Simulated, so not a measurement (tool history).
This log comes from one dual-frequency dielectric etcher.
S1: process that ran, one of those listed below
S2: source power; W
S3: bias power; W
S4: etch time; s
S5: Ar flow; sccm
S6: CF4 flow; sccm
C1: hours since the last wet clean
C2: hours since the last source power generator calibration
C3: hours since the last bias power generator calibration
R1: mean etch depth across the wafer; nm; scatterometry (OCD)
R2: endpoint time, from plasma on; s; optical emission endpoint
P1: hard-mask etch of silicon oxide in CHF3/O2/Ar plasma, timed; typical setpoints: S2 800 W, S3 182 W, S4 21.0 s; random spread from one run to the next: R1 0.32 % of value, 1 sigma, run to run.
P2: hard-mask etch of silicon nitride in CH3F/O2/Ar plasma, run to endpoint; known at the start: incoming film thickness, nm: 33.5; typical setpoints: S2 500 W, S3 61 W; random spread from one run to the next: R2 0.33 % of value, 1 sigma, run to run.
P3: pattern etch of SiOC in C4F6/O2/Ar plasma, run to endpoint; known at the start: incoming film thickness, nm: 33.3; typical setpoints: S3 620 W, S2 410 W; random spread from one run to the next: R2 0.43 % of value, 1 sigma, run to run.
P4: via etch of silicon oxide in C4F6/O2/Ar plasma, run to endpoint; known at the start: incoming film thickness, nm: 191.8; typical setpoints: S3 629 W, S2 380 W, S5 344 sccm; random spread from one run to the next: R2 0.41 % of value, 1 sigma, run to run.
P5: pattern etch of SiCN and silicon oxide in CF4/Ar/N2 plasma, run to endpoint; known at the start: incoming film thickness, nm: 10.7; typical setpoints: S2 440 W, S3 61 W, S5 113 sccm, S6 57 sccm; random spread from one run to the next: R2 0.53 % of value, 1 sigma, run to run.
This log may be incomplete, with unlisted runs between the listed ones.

Run 1, hour 5.9: S1 P1, S2 800 W, S3 182 W, S4 21.0 s; C1 212.4; C2 587.2; C3 878.1. Result: R1 47.957 nm.
Run 2, hour 11.1: S1 P4, S2 380 W, S3 629 W, S5 433 sccm; C1 217.6; C2 592.4; C3 883.3. Result: R2 40.7810 s.
Run 3, hour 16.7: S1 P1, S2 800 W, S3 182 W, S4 21.0 s; C1 223.2; C2 598.0; C3 888.9. Result: R1 47.822 nm.
Run 4, hour 22.6: S1 P2, S2 500 W, S3 61 W; C1 229.1; C2 603.9; C3 894.8. Result: R2 48.7920 s.
Run 5, hour 28.5: S1 P1, S2 800 W, S3 241 W, S4 21.0 s; C1 235.0; C2 609.8; C3 900.7. Result: R1 52.865 nm.
Run 6, hour 33.3: S1 P1, S2 1070 W, S3 182 W, S4 25.5 s; C1 239.8; C2 614.6; C3 905.5. Result: R1 65.410 nm.
Run 7, hour 37.2: S1 P2, S2 500 W, S3 42 W; C1 243.7; C2 618.5; C3 909.4. Result: R2 54.4780 s.
Run 8, hour 41.3: S1 P1, S2 800 W, S3 182 W, S4 26.5 s; C1 247.8; C2 622.6; C3 913.5. Result: R1 60.794 nm.
Run 9, hour 44.2: S1 P3, S2 410 W, S3 620 W; C1 250.7; C2 625.5; C3 916.4. Result: R2 10.0850 s.
Run 10, hour 49.7: S1 P5, S2 440 W, S3 42 W, S5 113 sccm, S6 57 sccm; C1 256.2; C2 631.0; C3 921.9. Result: R2 15.9650 s.
Run 11, hour 53.3: S1 P1, S2 800 W, S3 182 W, S4 11.5 s; C1 259.8; C2 634.6; C3 925.5. Result: R1 26.325 nm.
Run 12, hour 56.8: S1 P5, S2 440 W, S3 61 W, S5 113 sccm, S6 57 sccm; C1 263.3; C2 638.1; C3 929.0. Result: R2 14.1790 s.
Run 13, hour 62.2: S1 P1, S2 650 W, S3 182 W, S4 21.0 s; C1 268.7; C2 643.5; C3 934.4. Result: R1 44.321 nm.
Run 14, hour 67.6: S1 P4, S2 500 W, S3 629 W, S5 344 sccm; C1 274.1; C2 648.9; C3 939.8. Result: R2 35.9480 s.
Run 15, hour 72.7: S1 P4, S2 380 W, S3 629 W, S5 344 sccm; C1 279.2; C2 654.0; C3 944.9. Result: R2 39.8190 s.
Run 16, hour 77.8: S1 P5, S2 440 W, S3 61 W, S5 71 sccm, S6 57 sccm; C1 284.3; C2 659.1; C3 950.0. Result: R2 13.0730 s.
Run 17, hour 81.0: S1 P5, S2 540 W, S3 61 W, S5 113 sccm, S6 57 sccm; C1 287.5; C2 662.3; C3 953.2. Result: R2 11.8520 s.
Run 18, hour 86.9: S1 P1, S2 1120 W, S3 182 W, S4 21.0 s; C1 293.4; C2 668.2; C3 959.1. Result: R1 54.706 nm.
Run 19, hour 89.8: S1 P1, S2 490 W, S3 244 W, S4 21.0 s; C1 296.3; C2 671.1; C3 962.0. Result: R1 44.036 nm.
Run 20, hour 94.1: S1 P1, S2 800 W, S3 182 W, S4 21.0 s; C1 300.6; C2 675.4; C3 966.3. Result: R1 48.135 nm.
Run 21, hour 99.4: S1 P2, S2 650 W, S3 61 W; C1 305.9; C2 680.7; C3 971.6. Result: R2 44.0770 s.
Run 22, hour 102.9: S1 P1, S2 800 W, S3 182 W, S4 21.0 s; C1 309.4; C2 684.2; C3 975.1. Result: R1 47.791 nm.
Run 23, hour 107.5: S1 P3, S2 410 W, S3 854 W; C1 314.0; C2 688.8; C3 979.7. Result: R2 8.9455 s.
Run 24, hour 110.4: S1 P5, S2 440 W, S3 61 W, S5 113 sccm, S6 76 sccm; C1 316.9; C2 691.7; C3 982.6. Result: R2 13.5800 s.
Run 25, hour 113.9: S1 P1, S2 800 W, S3 121 W, S4 21.0 s; C1 320.4; C2 695.2; C3 986.1. Result: R1 42.240 nm.
Run 26, hour 116.9: S1 P3, S2 410 W, S3 620 W; C1 323.4; C2 698.2; C3 989.1. Result: R2 10.1230 s.
Run 27, hour 120.8: S1 P1, S2 800 W, S3 234 W, S4 31.0 s; C1 327.3; C2 702.1; C3 993.0. Result: R1 77.308 nm.
Run 28, hour 124.9: S1 P1, S2 800 W, S3 182 W, S4 21.0 s; C1 331.4; C2 706.2; C3 997.1. Result: R1 48.001 nm.
Run 29, hour 130.1: S1 P4, S2 380 W, S3 867 W, S5 344 sccm; C1 336.6; C2 711.4; C3 1002.3. Result: R2 35.1310 s.
Run 30, hour 135.3: S1 P3, S2 540 W, S3 620 W; C1 341.8; C2 716.6; C3 1007.5. Result: R2 9.2441 s.
Run 31, hour 140.5: S1 P1, S2 800 W, S3 182 W, S4 21.0 s; C1 347.0; C2 721.8; C3 1012.7. Result: R1 48.185 nm.
Run 32, hour 144.5: S1 P1, S2 800 W, S3 182 W, S4 21.0 s; C1 351.0; C2 725.8; C3 1016.7. Result: R1 48.104 nm.
Run 33, hour 149.7: S1 P1, S2 800 W, S3 182 W, S4 21.0 s; C1 356.2; C2 731.0; C3 1021.9. Result: R1 48.293 nm.
Run 34, hour 152.8: S1 P1, S2 800 W, S3 182 W, S4 21.0 s; C1 359.3; C2 734.1; C3 1025.0. Result: R1 48.522 nm.
Run 35, hour 158.6: S1 P1, S2 800 W, S3 182 W, S4 21.0 s; C1 365.1; C2 739.9; C3 1030.8. Result: R1 48.882 nm.
Run 36, hour 164.1: S1 P1, S2 800 W, S3 182 W, S4 21.0 s; C1 370.6; C2 745.4; C3 1036.3. Result: R1 48.596 nm.
Run 37, hour 169.4: S1 P1, S2 800 W, S3 182 W, S4 21.0 s; C1 375.9; C2 750.7; C3 1041.6. Result: R1 48.726 nm.
Run 38, hour 172.6: S1 P1, S2 800 W, S3 182 W, S4 21.0 s; C1 379.1; C2 753.9; C3 1044.8. Result: R1 48.784 nm.
At hour 177.0: wet clean of the chamber.
Run 39, hour 178.8: S1 P1, S2 800 W, S3 182 W, S4 21.0 s; C1 1.8; C2 760.1; C3 1051.0. Result: R1 48.791 nm.
Run 40, hour 182.4: S1 P1, S2 800 W, S3 182 W, S4 21.0 s; C1 5.4; C2 763.7; C3 1054.6. Result: R1 48.858 nm.
Run 41, hour 185.7: S1 P1, S2 800 W, S3 182 W, S4 21.0 s; C1 8.7; C2 767.0; C3 1057.9. Result: R1 48.517 nm.
Run 42, hour 190.8: S1 P1, S2 800 W, S3 182 W, S4 21.0 s; C1 13.8; C2 772.1; C3 1063.0. Result: R1 48.959 nm.

The log shows P1 creeping away from where it was. Any of the 2 causes listed here, at the size stated for it, fits the log just as well as the others:
A: source power that arrives over what is set, % = 4.24
B: bias power that arrives over what is set, % = 4.93
At approximately hour 140.5, the process output began to creep.
Excluded causes, each with its reason:
chamber walls in a state that raises the etch rate, %: serviced at hour 177.0, after the drift had started, without restoring the earlier output

The list below offers 4 check runs, each averaging the results of 5 wafers, and shows each result as a question mark. For which of them would the listed causes give clearly different results?
Run check 1, hour 195.9: S1 P4, S2 470 W, S3 629 W, S5 344 sccm. Result: R2 ?.
Run check 2, hour 195.9: S1 P3, S2 470 W, S3 849 W. Result: R2 ?.
Run check 3, hour 195.9: S1 P5, S2 440 W, S3 61 W, S5 113 sccm, S6 75 sccm. Result: R2 ?.
Run check 4, hour 195.9: S1 P2, S2 600 W, S3 42 W. Result: R2 ?.

Check results expected under each cause:
  check  result     if A     if B
check 1      R2  36.2530  36.1340
check 2      R2   8.4414   8.4067
check 3      R2  13.0880  13.3640
check 4      R2  49.9520  50.0910
Separation of the two closest causes in each check, using whichever result separates them best: check 1 0.33 %; check 2 0.41 %; check 3 2.09 %; check 4 0.28 %
The causes can be told apart only by check 3. The other checks would give nearly the same results under each of them.

With check 3 done, the readings were: R2 13.3120 s. Identify which of the listed causes applies.

Of the candidate causes, it is B: bias power that arrives over what is set, %.
